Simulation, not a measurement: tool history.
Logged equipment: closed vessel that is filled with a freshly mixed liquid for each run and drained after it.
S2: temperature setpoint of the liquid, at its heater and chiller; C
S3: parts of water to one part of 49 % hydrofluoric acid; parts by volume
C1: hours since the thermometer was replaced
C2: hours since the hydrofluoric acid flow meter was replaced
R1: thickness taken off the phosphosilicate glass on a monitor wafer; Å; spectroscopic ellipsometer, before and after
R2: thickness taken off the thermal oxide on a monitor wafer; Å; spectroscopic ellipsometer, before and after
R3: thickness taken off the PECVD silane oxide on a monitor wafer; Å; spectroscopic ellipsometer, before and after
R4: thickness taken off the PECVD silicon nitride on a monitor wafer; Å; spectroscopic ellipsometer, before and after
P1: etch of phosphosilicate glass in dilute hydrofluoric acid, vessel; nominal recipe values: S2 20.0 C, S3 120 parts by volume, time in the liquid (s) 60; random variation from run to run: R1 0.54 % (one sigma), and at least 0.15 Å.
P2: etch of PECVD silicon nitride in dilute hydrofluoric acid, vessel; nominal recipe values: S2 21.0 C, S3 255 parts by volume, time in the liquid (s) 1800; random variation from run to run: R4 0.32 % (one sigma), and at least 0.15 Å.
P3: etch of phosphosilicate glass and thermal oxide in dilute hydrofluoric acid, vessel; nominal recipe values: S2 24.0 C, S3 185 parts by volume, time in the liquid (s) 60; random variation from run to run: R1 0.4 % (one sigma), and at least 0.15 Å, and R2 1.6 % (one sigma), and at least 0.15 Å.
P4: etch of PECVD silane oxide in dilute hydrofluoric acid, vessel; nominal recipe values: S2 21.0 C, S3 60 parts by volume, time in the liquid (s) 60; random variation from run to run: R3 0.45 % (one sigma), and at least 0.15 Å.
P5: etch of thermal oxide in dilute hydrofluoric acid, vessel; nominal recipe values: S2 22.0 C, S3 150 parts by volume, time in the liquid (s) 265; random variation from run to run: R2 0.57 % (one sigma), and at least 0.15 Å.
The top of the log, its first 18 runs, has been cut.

Run 19, hour 116.3: process that ran P4, S2 21.0 C, S3 110 parts by volume, time in the liquid (s) 60; C1 336.9; C2 1504.0. Result: R3 147.68 Å.
Run 20, hour 122.1: process that ran P3, S2 24.0 C, S3 275 parts by volume, time in the liquid (s) 60; C1 342.7; C2 1509.8. Result: R1 185.45 Å, R2 8.7990 Å.
Run 21, hour 127.1: process that ran P1, S2 28.0 C, S3 120 parts by volume, time in the liquid (s) 60; C1 347.7; C2 1514.8. Result: R1 750.88 Å.
Run 22, hour 131.2: process that ran P5, S2 22.0 C, S3 150 parts by volume, time in the liquid (s) 265; C1 351.8; C2 1518.9. Result: R2 67.5720 Å.
Run 23, hour 136.1: process that ran P2, S2 21.0 C, S3 255 parts by volume, time in the liquid (s) 1800; C1 356.7; C2 1523.8. Result: R4 134.87 Å.
Run 24, hour 144.4: process that ran P2, S2 21.0 C, S3 255 parts by volume, time in the liquid (s) 1800; C1 365.0; C2 1532.1. Result: R4 134.04 Å.
Run 25, hour 151.0: process that ran P3, S2 24.0 C, S3 185 parts by volume, time in the liquid (s) 60; C1 371.6; C2 1538.7. Result: R1 304.00 Å, R2 14.4150 Å.
Run 26, hour 157.3: process that ran P1, S2 20.0 C, S3 120 parts by volume, time in the liquid (s) 30; C1 377.9; C2 1545.0. Result: R1 274.84 Å.
Run 27, hour 163.5: process that ran P3, S2 17.5 C, S3 185 parts by volume, time in the liquid (s) 60; C1 384.1; C2 1551.2. Result: R1 236.09 Å, R2 11.2250 Å.
Run 28, hour 167.6: process that ran P4, S2 27.0 C, S3 60 parts by volume, time in the liquid (s) 60; C1 388.2; C2 1555.3. Result: R3 365.14 Å.
Run 29, hour 176.8: process that ran P2, S2 21.0 C, S3 55 parts by volume, time in the liquid (s) 1800; C1 397.4; C2 1564.5. Result: R4 600.74 Å.
Run 30, hour 183.4: process that ran P1, S2 17.0 C, S3 120 parts by volume, time in the liquid (s) 60; C1 404.0; C2 1571.1. Result: R1 486.41 Å.
Run 31, hour 189.2: process that ran P1, S2 20.0 C, S3 120 parts by volume, time in the liquid (s) 60; C1 409.8; C2 1576.9. Result: R1 550.04 Å.

Run 32 is up next; what results do you expect?
Run 32, hour 194.9: process that ran P1, S2 20.0 C, S3 120 parts by volume, time in the liquid (s) 60; C1 415.5; C2 1582.6. Result: R1 ?.

R1: 555.34 Å
